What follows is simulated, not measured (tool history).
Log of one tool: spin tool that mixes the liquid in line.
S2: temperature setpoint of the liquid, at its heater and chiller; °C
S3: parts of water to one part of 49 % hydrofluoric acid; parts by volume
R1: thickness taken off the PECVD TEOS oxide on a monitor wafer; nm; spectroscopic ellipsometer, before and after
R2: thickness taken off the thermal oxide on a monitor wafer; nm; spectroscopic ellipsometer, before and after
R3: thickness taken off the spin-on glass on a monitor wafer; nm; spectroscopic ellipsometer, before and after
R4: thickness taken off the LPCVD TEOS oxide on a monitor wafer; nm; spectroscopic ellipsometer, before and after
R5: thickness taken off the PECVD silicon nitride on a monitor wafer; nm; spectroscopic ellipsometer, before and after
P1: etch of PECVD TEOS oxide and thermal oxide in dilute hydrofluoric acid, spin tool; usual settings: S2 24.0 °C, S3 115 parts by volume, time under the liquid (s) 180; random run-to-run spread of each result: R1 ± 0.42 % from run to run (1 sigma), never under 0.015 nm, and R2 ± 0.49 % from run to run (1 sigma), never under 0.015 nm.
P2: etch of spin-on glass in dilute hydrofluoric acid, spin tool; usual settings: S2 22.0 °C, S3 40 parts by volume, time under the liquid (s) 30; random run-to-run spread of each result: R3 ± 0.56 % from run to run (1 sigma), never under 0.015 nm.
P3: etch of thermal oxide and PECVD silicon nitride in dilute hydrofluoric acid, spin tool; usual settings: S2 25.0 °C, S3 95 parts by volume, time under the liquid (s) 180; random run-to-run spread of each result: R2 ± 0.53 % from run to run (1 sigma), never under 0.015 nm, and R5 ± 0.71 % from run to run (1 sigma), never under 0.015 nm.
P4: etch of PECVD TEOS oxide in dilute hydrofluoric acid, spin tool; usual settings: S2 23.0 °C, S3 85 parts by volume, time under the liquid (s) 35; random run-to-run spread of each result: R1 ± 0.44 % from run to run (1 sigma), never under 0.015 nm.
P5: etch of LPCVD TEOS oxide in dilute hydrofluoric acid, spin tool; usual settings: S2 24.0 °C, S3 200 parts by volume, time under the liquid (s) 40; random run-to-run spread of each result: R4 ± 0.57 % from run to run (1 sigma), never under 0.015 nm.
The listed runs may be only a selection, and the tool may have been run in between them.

run 1 hour=9.3 | process_that_ran=P1 S2=24.0 S3=115 time_under_the_liquid_(s)=180 | R1=18.3930 R2=6.85990
run 2 hour=20.1 | process_that_ran=P4 S2=23.0 S3=140 time_under_the_liquid_(s)=35 | R1=6.6607
run 3 hour=29.1 | process_that_ran=P2 S2=22.0 S3=40 time_under_the_liquid_(s)=30 | R3=27.450
run 4 hour=37.7 | process_that_ran=P2 S2=29.5 S3=40 time_under_the_liquid_(s)=30 | R3=36.699
-- hour=39.7 thermometer replaced
run 5 hour=46.2 | process_that_ran=P1 S2=17.0 S3=115 time_under_the_liquid_(s)=180 | R1=13.9270 R2=5.14910
run 6 hour=51.3 | process_that_ran=P1 S2=24.0 S3=115 time_under_the_liquid_(s)=180 | R1=18.3560 R2=6.82010
run 7 hour=61.2 | process_that_ran=P5 S2=24.0 S3=110 time_under_the_liquid_(s)=40 | R4=8.3739
run 8 hour=69.5 | process_that_ran=P1 S2=24.0 S3=45 time_under_the_liquid_(s)=180 | R1=51.9330 R2=19.16300
run 9 hour=79.4 | process_that_ran=P3 S2=25.0 S3=95 time_under_the_liquid_(s)=180 | R2=9.27210 R5=3.96860
run 10 hour=85.0 | process_that_ran=P5 S2=17.0 S3=200 time_under_the_liquid_(s)=40 | R4=3.1432
run 11 hour=91.4 | process_that_ran=P2 S2=22.0 S3=40 time_under_the_liquid_(s)=15 | R3=13.668
run 12 hour=97.3 | process_that_ran=P3 S2=25.0 S3=95 time_under_the_liquid_(s)=15 | R2=0.76415 R5=0.34633
run 13 hour=105.4 | process_that_ran=P4 S2=23.0 S3=85 time_under_the_liquid_(s)=15 | R1=4.9955
run 14 hour=114.6 | process_that_ran=P1 S2=24.0 S3=115 time_under_the_liquid_(s)=180 | R1=18.3640 R2=6.82540
run 15 hour=122.6 | process_that_ran=P5 S2=24.0 S3=200 time_under_the_liquid_(s)=40 | R4=4.1063
run 16 hour=129.7 | process_that_ran=P1 S2=24.0 S3=115 time_under_the_liquid_(s)=180 | R1=18.4750 R2=6.83140
run 17 hour=134.6 | process_that_ran=P3 S2=25.0 S3=170 time_under_the_liquid_(s)=180 | R2=4.82040 R5=2.21230
run 18 hour=142.4 | process_that_ran=P1 S2=24.0 S3=170 time_under_the_liquid_(s)=180 | R1=11.7820 R2=4.30520
run 19 hour=149.3 | process_that_ran=P5 S2=24.0 S3=200 time_under_the_liquid_(s)=80 | R4=8.2464
run 20 hour=154.3 | process_that_ran=P1 S2=24.0 S3=115 time_under_the_liquid_(s)=55 | R1=5.6365 R2=2.09000
run 21 hour=159.5 | process_that_ran=P3 S2=17.0 S3=95 time_under_the_liquid_(s)=180 | R2=6.80640 R5=2.26140
run 22 hour=169.4 | process_that_ran=P1 S2=24.0 S3=115 time_under_the_liquid_(s)=180 | R1=18.4370 R2=6.83710
run 23 hour=177.0 | process_that_ran=P1 S2=29.0 S3=115 time_under_the_liquid_(s)=55 | R1=6.8405 R2=2.53020
run 24 hour=184.3 | process_that_ran=P1 S2=24.0 S3=115 time_under_the_liquid_(s)=295 | R1=30.2850 R2=11.21100
run 25 hour=195.2 | process_that_ran=P4 S2=23.0 S3=85 time_under_the_liquid_(s)=35 | R1=11.6380

Forecast run 26:
run 26 hour=203.6 | process_that_ran=P1 S2=17.5 S3=115 time_under_the_liquid_(s)=15 | R1=? R2=?

R1: 1.2113 nm
R2: 0.45660 nm

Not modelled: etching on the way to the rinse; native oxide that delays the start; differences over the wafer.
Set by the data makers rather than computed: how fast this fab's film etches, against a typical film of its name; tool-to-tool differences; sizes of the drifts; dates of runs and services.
